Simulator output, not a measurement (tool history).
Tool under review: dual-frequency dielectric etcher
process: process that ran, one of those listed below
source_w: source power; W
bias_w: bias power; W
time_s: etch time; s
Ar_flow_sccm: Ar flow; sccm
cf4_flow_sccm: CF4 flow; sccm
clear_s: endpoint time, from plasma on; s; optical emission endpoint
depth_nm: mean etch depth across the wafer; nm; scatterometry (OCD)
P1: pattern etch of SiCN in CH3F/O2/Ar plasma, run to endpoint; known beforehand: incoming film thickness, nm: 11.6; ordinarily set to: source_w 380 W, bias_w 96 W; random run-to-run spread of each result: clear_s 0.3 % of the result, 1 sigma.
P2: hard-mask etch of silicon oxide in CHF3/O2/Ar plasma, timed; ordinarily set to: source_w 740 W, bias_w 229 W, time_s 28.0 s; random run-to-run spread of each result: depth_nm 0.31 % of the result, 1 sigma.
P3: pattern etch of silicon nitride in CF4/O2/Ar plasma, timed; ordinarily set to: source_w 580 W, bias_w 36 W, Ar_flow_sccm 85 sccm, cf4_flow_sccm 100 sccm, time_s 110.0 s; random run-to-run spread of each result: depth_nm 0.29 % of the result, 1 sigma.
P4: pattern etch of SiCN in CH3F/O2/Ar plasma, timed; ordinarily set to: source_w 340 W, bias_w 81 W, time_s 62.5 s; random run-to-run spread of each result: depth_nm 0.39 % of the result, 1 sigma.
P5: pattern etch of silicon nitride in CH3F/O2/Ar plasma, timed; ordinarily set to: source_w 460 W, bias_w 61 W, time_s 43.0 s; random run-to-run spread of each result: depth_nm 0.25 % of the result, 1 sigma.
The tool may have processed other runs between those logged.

run,hour,process,source_w,bias_w,time_s,Ar_flow_sccm,cf4_flow_sccm,hours since the last wet clean,hours since the last source power generator calibration,hours since the last bias power generator calibration,clear_s,depth_nm
1,8.6,P1,380,96,,,,82.4,410.4,1594.8,28.656,
2,14.5,P4,230,81,62.5,,,88.3,416.3,1600.7,,20.598
3,21.5,P4,340,81,62.5,,,95.3,423.3,1607.7,,23.781
4,30.6,P3,580,36,110.0,117,100,104.4,432.4,1616.8,,207.340
5,35.3,P5,460,84,43.0,,,109.1,437.1,1621.5,,34.109
6,41.2,P1,380,96,,,,115.0,443.0,1627.4,28.671,
7,48.6,P3,580,36,70.5,85,100,122.4,450.4,1634.8,,138.930
8,55.5,P2,740,139,28.0,,,129.3,457.3,1641.7,,55.348
9,63.5,P1,380,96,,,,137.3,465.3,1649.7,28.662,
10,71.8,P2,740,229,28.0,,,145.6,473.6,1658.0,,65.531
11,76.7,P3,580,36,110.0,85,119,150.5,478.5,1662.9,,221.640
12,82.0,P2,550,229,28.0,,,155.8,483.8,1668.2,,58.659
13,91.4,P1,380,114,,,,165.2,493.2,1677.6,26.872,
14,97.0,P2,740,229,39.0,,,170.8,498.8,1683.2,,91.232
15,106.1,P1,380,96,,,,179.9,507.9,1692.3,28.879,
16,112.2,P1,380,96,,,,186.0,514.0,1698.4,28.722,
17,119.2,P3,580,36,110.0,85,100,193.0,521.0,1705.4,,217.560
18,128.5,P4,340,81,40.5,,,202.3,530.3,1714.7,,15.418
19,133.6,P1,300,115,,,,207.4,535.4,1719.8,29.112,
20,138.7,P5,460,61,43.0,,,212.5,540.5,1724.9,,30.523
21,145.0,P3,420,36,110.0,85,100,218.8,546.8,1731.2,,163.750
22,151.9,P5,460,61,62.5,,,225.7,553.7,1738.1,,44.448
23,159.3,P3,580,49,110.0,85,100,233.1,561.1,1745.5,,241.290
24,168.4,P5,320,61,43.0,,,242.2,570.2,1754.6,,26.586
25,173.0,P2,740,229,28.0,,,246.8,574.8,1759.2,,65.329
26,180.7,P1,380,63,,,,254.5,582.5,1766.9,33.555,
27,188.2,P1,280,128,,,,262.0,590.0,1774.4,28.673,
28,197.2,P4,340,105,62.5,,,271.0,599.0,1783.4,,26.165
29,201.3,P1,380,96,,,,275.1,603.1,1787.5,28.727,
30,205.7,P1,280,96,,,,279.5,607.5,1791.9,32.209,
31,213.1,P1,530,96,,,,286.9,614.9,1799.3,25.325,
32,219.9,P1,450,129,,,,293.7,621.7,1806.1,24.141,
33,227.4,P1,380,96,,,,301.2,629.2,1813.6,28.543,
34,234.3,P1,380,96,,,,308.1,636.1,1820.5,28.873,
35,239.6,P1,380,96,,,,313.4,641.4,1825.8,28.716,
36,246.0,P1,380,96,,,,319.8,647.8,1832.2,28.947,
37,255.3,P1,380,96,,,,329.1,657.1,1841.5,29.061,
# hour 261.6: wet clean of the chamber
38,261.9,P1,380,96,,,,0.3,663.7,1848.1,29.026,
39,271.3,P1,380,96,,,,9.7,673.1,1857.5,29.149,
40,278.0,P1,380,96,,,,16.4,679.8,1864.2,29.352,
41,286.6,P1,380,96,,,,25.0,688.4,1872.8,29.268,
42,294.8,P1,380,96,,,,33.2,696.6,1881.0,29.129,
43,299.3,P1,380,96,,,,37.7,701.1,1885.5,29.127,

The log shows P1 creeping away from where it was. Any of the 2 causes listed here, at the size stated for it, fits the log just as well as the others:
A: bias power that arrives under what is set, % = 4
B: source power that arrives under what is set, % = 4.06
Onset of the creep was near hour 227.4.
All other causes, with the reason each is excluded:
chamber walls in a state that lowers the etch rate, %: maintenance at hour 261.6, after the shift began, did not return the process to its former output

Question marks stand in for the results of the 4 check runs listed below, each run on one wafer. Under which run would the listed causes show clearly different results?
check 1,303.8,P4,230,81,62.5,,,,,,,?
check 2,303.8,P5,460,74,55.0,,,,,,,?
check 3,303.8,P3,580,46,110.0,85,100,,,,,?
check 4,303.8,P2,570,168,28.0,,,,,,,?

Expected result of each check under each candidate cause:
check,result,if A,if B
check 1,depth_nm,20.216,20.216
check 2,depth_nm,41.121,41.044
check 3,depth_nm,232.850,227.810
check 4,depth_nm,52.534,52.410
Smallest distance between any two causes, each pair judged by its most separating result, in per cent: check 1 0 %; check 2 0.19 %; check 3 2.19 %; check 4 0.24 %
The causes can be told apart only by check 3. The other checks would give nearly the same results under each of them.

Then check 3 was run and gave: depth_nm 232.830 nm. Which cause is it?

The correct cause is A, namely: bias power that arrives under what is set, %.
